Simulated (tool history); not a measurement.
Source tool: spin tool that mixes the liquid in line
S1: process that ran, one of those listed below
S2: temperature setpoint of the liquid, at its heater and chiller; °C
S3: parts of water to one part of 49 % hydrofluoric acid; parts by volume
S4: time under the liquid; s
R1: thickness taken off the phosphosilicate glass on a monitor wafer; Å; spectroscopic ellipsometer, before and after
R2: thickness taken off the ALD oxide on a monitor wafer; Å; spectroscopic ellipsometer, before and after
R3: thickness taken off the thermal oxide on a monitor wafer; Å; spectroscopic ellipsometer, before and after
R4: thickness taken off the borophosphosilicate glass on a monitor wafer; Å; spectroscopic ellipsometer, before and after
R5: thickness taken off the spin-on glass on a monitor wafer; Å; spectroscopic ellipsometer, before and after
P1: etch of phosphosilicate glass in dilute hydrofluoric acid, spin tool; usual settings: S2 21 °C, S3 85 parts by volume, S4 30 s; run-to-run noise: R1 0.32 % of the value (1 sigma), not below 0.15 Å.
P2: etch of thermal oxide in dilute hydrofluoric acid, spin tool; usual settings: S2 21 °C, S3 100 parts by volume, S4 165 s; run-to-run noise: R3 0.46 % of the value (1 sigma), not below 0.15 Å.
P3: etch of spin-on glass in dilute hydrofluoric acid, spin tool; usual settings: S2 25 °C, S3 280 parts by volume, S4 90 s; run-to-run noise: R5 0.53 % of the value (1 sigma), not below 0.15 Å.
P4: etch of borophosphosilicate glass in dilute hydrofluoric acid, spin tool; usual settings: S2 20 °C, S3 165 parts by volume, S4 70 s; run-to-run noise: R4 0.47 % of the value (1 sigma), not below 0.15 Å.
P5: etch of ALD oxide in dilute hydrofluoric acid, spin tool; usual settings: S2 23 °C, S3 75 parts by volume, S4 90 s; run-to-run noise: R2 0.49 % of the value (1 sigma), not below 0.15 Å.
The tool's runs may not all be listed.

run 1 hour=10.2 | S1=P1 S2=21 S3=85 S4=30 | R1=526.79
run 2 hour=19.2 | S1=P5 S2=23 S3=75 S4=35 | R2=99.98
run 3 hour=32.8 | S1=P5 S2=23 S3=75 S4=90 | R2=258.02
run 4 hour=44.9 | S1=P1 S2=27 S3=85 S4=30 | R1=667.53
run 5 hour=56.7 | S1=P1 S2=21 S3=85 S4=55 | R1=966.12
run 6 hour=67 | S1=P2 S2=21 S3=160 S4=165 | R3=39.494
run 7 hour=81 | S1=P4 S2=20 S3=165 S4=70 | R4=148.02
run 8 hour=91.1 | S1=P3 S2=25 S3=280 S4=90 | R5=111.45
run 9 hour=104.7 | S1=P1 S2=21 S3=85 S4=30 | R1=528.32
run 10 hour=116 | S1=P1 S2=17 S3=85 S4=30 | R1=448.76
run 11 hour=125.7 | S1=P3 S2=25 S3=515 S4=90 | R5=48.496
run 12 hour=134.3 | S1=P1 S2=21 S3=50 S4=30 | R1=934.99
run 13 hour=140.4 | S1=P3 S2=31.5 S3=280 S4=90 | R5=140.6
run 14 hour=146.7 | S1=P5 S2=29.5 S3=75 S4=90 | R2=331.61
run 15 hour=160.2 | S1=P4 S2=20 S3=165 S4=135 | R4=285.93
run 16 hour=171.7 | S1=P2 S2=29 S3=100 S4=165 | R3=92.883
run 17 hour=181.8 | S1=P4 S2=20 S3=165 S4=70 | R4=148.7
run 18 hour=195.6 | S1=P1 S2=21 S3=85 S4=30 | R1=526.64
run 19 hour=204.9 | S1=P1 S2=21 S3=145 S4=30 | R1=291.7
run 20 hour=217.6 | S1=P5 S2=23 S3=40 S4=90 | R2=500.8
run 21 hour=226.2 | S1=P3 S2=25 S3=280 S4=15 | R5=18.586
run 22 hour=233 | S1=P2 S2=21 S3=100 S4=310 | R3=126.67
run 23 hour=241.1 | S1=P1 S2=21 S3=115 S4=15 | R1=188.21
run 24 hour=254.5 | S1=P1 S2=21 S3=85 S4=30 | R1=529.96
run 25 hour=261.5 | S1=P1 S2=21 S3=85 S4=30 | R1=528.38
-- hour=265.1 hydrofluoric acid flow meter replaced
run 26 hour=274.7 | S1=P2 S2=21 S3=100 S4=165 | R3=67.059
run 27 hour=282.7 | S1=P1 S2=21 S3=85 S4=15 | R1=263.95
run 28 hour=289.9 | S1=P4 S2=27.5 S3=165 S4=70 | R4=197.06
run 29 hour=296.2 | S1=P4 S2=20 S3=35 S4=70 | R4=804.15
run 30 hour=309.9 | S1=P1 S2=21 S3=85 S4=30 | R1=528.25
run 31 hour=322.5 | S1=P1 S2=21 S3=85 S4=30 | R1=544.42
run 32 hour=329.2 | S1=P1 S2=21 S3=85 S4=30 | R1=553.12
run 33 hour=338.6 | S1=P1 S2=21 S3=85 S4=30 | R1=558.9
run 34 hour=346.3 | S1=P1 S2=21 S3=85 S4=30 | R1=561.41
run 35 hour=352.8 | S1=P1 S2=21 S3=85 S4=30 | R1=566.17
run 36 hour=366.1 | S1=P1 S2=21 S3=85 S4=30 | R1=570.61

Forecast run 37:
run 37 hour=376.1 | S1=P1 S2=21 S3=85 S4=30 | R1=?

For run 37 the tool returned R1 570.4 Å.
